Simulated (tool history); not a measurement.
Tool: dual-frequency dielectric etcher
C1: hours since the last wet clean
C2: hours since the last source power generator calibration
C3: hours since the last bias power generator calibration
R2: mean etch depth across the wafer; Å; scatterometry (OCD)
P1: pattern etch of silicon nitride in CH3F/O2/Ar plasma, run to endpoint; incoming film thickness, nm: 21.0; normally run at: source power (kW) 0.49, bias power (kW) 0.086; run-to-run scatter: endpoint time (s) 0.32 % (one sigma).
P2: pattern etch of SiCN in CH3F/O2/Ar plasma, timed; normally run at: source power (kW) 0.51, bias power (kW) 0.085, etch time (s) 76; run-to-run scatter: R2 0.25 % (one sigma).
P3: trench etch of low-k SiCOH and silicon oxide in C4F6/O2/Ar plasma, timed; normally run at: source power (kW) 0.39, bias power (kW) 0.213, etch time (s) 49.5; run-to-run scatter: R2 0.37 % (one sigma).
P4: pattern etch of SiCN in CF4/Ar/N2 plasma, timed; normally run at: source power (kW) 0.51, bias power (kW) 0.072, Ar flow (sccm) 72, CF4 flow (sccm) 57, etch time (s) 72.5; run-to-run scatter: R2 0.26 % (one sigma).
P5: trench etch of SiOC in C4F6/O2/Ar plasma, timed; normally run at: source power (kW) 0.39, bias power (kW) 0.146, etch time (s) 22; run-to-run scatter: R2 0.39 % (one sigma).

{"run": 1, "hour": 4.5, "process that ran": "P1", "source power (kW)": 0.49, "bias power (kW)": 0.086, "C1": 95, "C2": 1618.7, "C3": 1504.3, "endpoint time (s)": 27.005}
{"run": 2, "hour": 7.6, "process that ran": "P1", "source power (kW)": 0.65, "bias power (kW)": 0.086, "C1": 98.1, "C2": 1621.8, "C3": 1507.4, "endpoint time (s)": 24.288}
{"run": 3, "hour": 10.4, "process that ran": "P4", "source power (kW)": 0.51, "bias power (kW)": 0.072, "Ar flow (sccm)": 72, "CF4 flow (sccm)": 57, "etch time (s)": 40, "C1": 100.9, "C2": 1624.6, "C3": 1510.2, "R2": 385.19}
{"run": 4, "hour": 14.7, "process that ran": "P1", "source power (kW)": 0.49, "bias power (kW)": 0.054, "C1": 105.2, "C2": 1628.9, "C3": 1514.5, "endpoint time (s)": 31.585}
{"run": 5, "hour": 19.4, "process that ran": "P5", "source power (kW)": 0.39, "bias power (kW)": 0.146, "etch time (s)": 14, "C1": 109.9, "C2": 1633.6, "C3": 1519.2, "R2": 270.65}
{"run": 6, "hour": 24.0, "process that ran": "P1", "source power (kW)": 0.37, "bias power (kW)": 0.086, "C1": 114.5, "C2": 1638.2, "C3": 1523.8, "endpoint time (s)": 30.329}
{"run": 7, "hour": 28.2, "process that ran": "P2", "source power (kW)": 0.51, "bias power (kW)": 0.085, "etch time (s)": 76, "C1": 118.7, "C2": 1642.4, "C3": 1528, "R2": 328.32}
{"run": 8, "hour": 31.1, "process that ran": "P1", "source power (kW)": 0.49, "bias power (kW)": 0.086, "C1": 121.6, "C2": 1645.3, "C3": 1530.9, "endpoint time (s)": 26.921}
{"run": 9, "hour": 34.5, "process that ran": "P5", "source power (kW)": 0.39, "bias power (kW)": 0.189, "etch time (s)": 22, "C1": 125, "C2": 1648.7, "C3": 1534.3, "R2": 455.46}
{"run": 10, "hour": 39.4, "process that ran": "P2", "source power (kW)": 0.51, "bias power (kW)": 0.109, "etch time (s)": 76, "C1": 129.9, "C2": 1653.6, "C3": 1539.2, "R2": 360.24}
{"run": 11, "hour": 44.0, "process that ran": "P3", "source power (kW)": 0.39, "bias power (kW)": 0.213, "etch time (s)": 49.5, "C1": 134.5, "C2": 1658.2, "C3": 1543.8, "R2": 1709.6}
{"run": 12, "hour": 48.4, "process that ran": "P4", "source power (kW)": 0.64, "bias power (kW)": 0.072, "Ar flow (sccm)": 72, "CF4 flow (sccm)": 57, "etch time (s)": 72.5, "C1": 138.9, "C2": 1662.6, "C3": 1548.2, "R2": 854.36}
{"run": 13, "hour": 53.3, "process that ran": "P2", "source power (kW)": 0.51, "bias power (kW)": 0.085, "etch time (s)": 97.5, "C1": 143.8, "C2": 1667.5, "C3": 1553.1, "R2": 421.52}
{"run": 14, "hour": 56.0, "process that ran": "P3", "source power (kW)": 0.39, "bias power (kW)": 0.168, "etch time (s)": 49.5, "C1": 146.5, "C2": 1670.2, "C3": 1555.8, "R2": 1591.2}
{"run": 15, "hour": 60.1, "process that ran": "P3", "source power (kW)": 0.39, "bias power (kW)": 0.213, "etch time (s)": 36, "C1": 150.6, "C2": 1674.3, "C3": 1559.9, "R2": 1248.8}
{"run": 16, "hour": 62.5, "process that ran": "P4", "source power (kW)": 0.51, "bias power (kW)": 0.051, "Ar flow (sccm)": 72, "CF4 flow (sccm)": 57, "etch time (s)": 72.5, "C1": 153, "C2": 1676.7, "C3": 1562.3, "R2": 625.35}
{"run": 17, "hour": 64.9, "process that ran": "P4", "source power (kW)": 0.51, "bias power (kW)": 0.072, "Ar flow (sccm)": 72, "CF4 flow (sccm)": 57, "etch time (s)": 72.5, "C1": 155.4, "C2": 1679.1, "C3": 1564.7, "R2": 700.41}
{"run": 18, "hour": 67.9, "process that ran": "P1", "source power (kW)": 0.49, "bias power (kW)": 0.086, "C1": 158.4, "C2": 1682.1, "C3": 1567.7, "endpoint time (s)": 27.326}
{"run": 19, "hour": 71.6, "process that ran": "P1", "source power (kW)": 0.66, "bias power (kW)": 0.069, "C1": 162.1, "C2": 1685.8, "C3": 1571.4, "endpoint time (s)": 26.076}
{"run": 20, "hour": 74.9, "process that ran": "P1", "source power (kW)": 0.49, "bias power (kW)": 0.086, "C1": 165.4, "C2": 1689.1, "C3": 1574.7, "endpoint time (s)": 27.14}
{"run": 21, "hour": 79.4, "process that ran": "P1", "source power (kW)": 0.49, "bias power (kW)": 0.102, "C1": 169.9, "C2": 1693.6, "C3": 1579.2, "endpoint time (s)": 25.427}
{"run": 22, "hour": 84.0, "process that ran": "P4", "source power (kW)": 0.51, "bias power (kW)": 0.072, "Ar flow (sccm)": 72, "CF4 flow (sccm)": 57, "etch time (s)": 72.5, "C1": 174.5, "C2": 1698.2, "C3": 1583.8, "R2": 699.38}
{"run": 23, "hour": 88.5, "process that ran": "P4", "source power (kW)": 0.51, "bias power (kW)": 0.072, "Ar flow (sccm)": 56, "CF4 flow (sccm)": 57, "etch time (s)": 72.5, "C1": 179, "C2": 1702.7, "C3": 1588.3, "R2": 724.02}
{"run": 24, "hour": 91.7, "process that ran": "P5", "source power (kW)": 0.24, "bias power (kW)": 0.146, "etch time (s)": 22, "C1": 182.2, "C2": 1705.9, "C3": 1591.5, "R2": 349.17}
{"run": 25, "hour": 94.6, "process that ran": "P5", "source power (kW)": 0.39, "bias power (kW)": 0.146, "etch time (s)": 22, "C1": 185.1, "C2": 1708.8, "C3": 1594.4, "R2": 424.04}
{"run": 26, "hour": 96.9, "process that ran": "P2", "source power (kW)": 0.51, "bias power (kW)": 0.085, "etch time (s)": 76, "C1": 187.4, "C2": 1711.1, "C3": 1596.7, "R2": 329.32}
{"hour": 100.3, "done": "source power generator calibrated"}
{"run": 27, "hour": 100.7, "process that ran": "P2", "source power (kW)": 0.65, "bias power (kW)": 0.085, "etch time (s)": 76, "C1": 191.2, "C2": 0.4, "C3": 1600.5, "R2": 360.37}
{"run": 28, "hour": 103.9, "process that ran": "P1", "source power (kW)": 0.49, "bias power (kW)": 0.086, "C1": 194.4, "C2": 3.6, "C3": 1603.7, "endpoint time (s)": 27.177}
{"run": 29, "hour": 108.4, "process that ran": "P1", "source power (kW)": 0.49, "bias power (kW)": 0.086, "C1": 198.9, "C2": 8.1, "C3": 1608.2, "endpoint time (s)": 27.076}
{"run": 30, "hour": 110.9, "process that ran": "P3", "source power (kW)": 0.39, "bias power (kW)": 0.213, "etch time (s)": 49.5, "C1": 201.4, "C2": 10.6, "C3": 1610.7, "R2": 1721.5}
{"run": 31, "hour": 114.4, "process that ran": "P3", "source power (kW)": 0.24, "bias power (kW)": 0.213, "etch time (s)": 49.5, "C1": 204.9, "C2": 14.1, "C3": 1614.2, "R2": 1433.5}
{"run": 32, "hour": 117.0, "process that ran": "P4", "source power (kW)": 0.51, "bias power (kW)": 0.072, "Ar flow (sccm)": 72, "CF4 flow (sccm)": 68, "etch time (s)": 72.5, "C1": 207.5, "C2": 16.7, "C3": 1616.8, "R2": 720.38}
{"run": 33, "hour": 121.6, "process that ran": "P1", "source power (kW)": 0.49, "bias power (kW)": 0.086, "C1": 212.1, "C2": 21.3, "C3": 1621.4, "endpoint time (s)": 27.081}
{"run": 34, "hour": 124.8, "process that ran": "P1", "source power (kW)": 0.49, "bias power (kW)": 0.086, "C1": 215.3, "C2": 24.5, "C3": 1624.6, "endpoint time (s)": 27.307}
{"run": 35, "hour": 129.5, "process that ran": "P1", "source power (kW)": 0.49, "bias power (kW)": 0.086, "C1": 220, "C2": 29.2, "C3": 1629.3, "endpoint time (s)": 27.289}
{"run": 36, "hour": 133.5, "process that ran": "P1", "source power (kW)": 0.49, "bias power (kW)": 0.086, "C1": 224, "C2": 33.2, "C3": 1633.3, "endpoint time (s)": 27.532}
{"run": 37, "hour": 135.8, "process that ran": "P1", "source power (kW)": 0.49, "bias power (kW)": 0.086, "C1": 226.3, "C2": 35.5, "C3": 1635.6, "endpoint time (s)": 27.36}
{"run": 38, "hour": 139.6, "process that ran": "P1", "source power (kW)": 0.49, "bias power (kW)": 0.086, "C1": 230.1, "C2": 39.3, "C3": 1639.4, "endpoint time (s)": 27.528}
{"hour": 143.4, "done": "wet clean of the chamber"}
{"run": 39, "hour": 144.5, "process that ran": "P1", "source power (kW)": 0.49, "bias power (kW)": 0.086, "C1": 1.2, "C2": 44.2, "C3": 1644.3, "endpoint time (s)": 27.461}
{"run": 40, "hour": 149.3, "process that ran": "P1", "source power (kW)": 0.49, "bias power (kW)": 0.086, "C1": 6, "C2": 49, "C3": 1649.1, "endpoint time (s)": 27.547}
{"run": 41, "hour": 152.7, "process that ran": "P1", "source power (kW)": 0.49, "bias power (kW)": 0.086, "C1": 9.4, "C2": 52.4, "C3": 1652.5, "endpoint time (s)": 27.4}
{"run": 42, "hour": 156.1, "process that ran": "P1", "source power (kW)": 0.49, "bias power (kW)": 0.086, "C1": 12.8, "C2": 55.8, "C3": 1655.9, "endpoint time (s)": 27.463}

What P1 gives has crept away from where it was. These 2 causes fit the log equally well, each at the size given:
A: bias power that arrives under what is set, % = 4.47
B: source power that arrives under what is set, % = 4.16
The creep began at about hour 121.6.
Why every other cause is out:
chamber walls in a state that lowers the etch rate, %: serviced at hour 143.4, which brought nothing back

4 check runs are offered, one wafer each, their results left as question marks. Which one tells the causes apart?
{"run": "check 1", "hour": 159.5, "process that ran": "P2", "source power (kW)": 0.51, "bias power (kW)": 0.085, "etch time (s)": 76, "R2": "?"}
{"run": "check 2", "hour": 159.5, "process that ran": "P3", "source power (kW)": 0.39, "bias power (kW)": 0.213, "etch time (s)": 49.5, "R2": "?"}
{"run": "check 3", "hour": 159.5, "process that ran": "P4", "source power (kW)": 0.51, "bias power (kW)": 0.072, "Ar flow (sccm)": 72, "CF4 flow (sccm)": 57, "etch time (s)": 72.5, "R2": "?"}
{"run": "check 4", "hour": 159.5, "process that ran": "P5", "source power (kW)": 0.39, "bias power (kW)": 0.146, "etch time (s)": 22, "R2": "?"}

What each check would give under each cause:
check=check_1 result=R2 if_A=323.45 if_B=323.61
check=check_2 result=R2 if_A=1692 if_B=1689.5
check=check_3 result=R2 if_A=689.13 if_B=674.07
check=check_4 result=R2 if_A=417.55 if_B=416.31
How far apart the two closest causes lie, in the result that separates them most: check 1 0.05 %; check 2 0.14 %; check 3 2.21 %; check 4 0.3 %
Check 3 tells the causes apart: in the others they would give nearly the same result.

Then check 3 was run and gave: R2 690.1 Å. Which cause is it?

It is A: bias power that arrives under what is set, %.
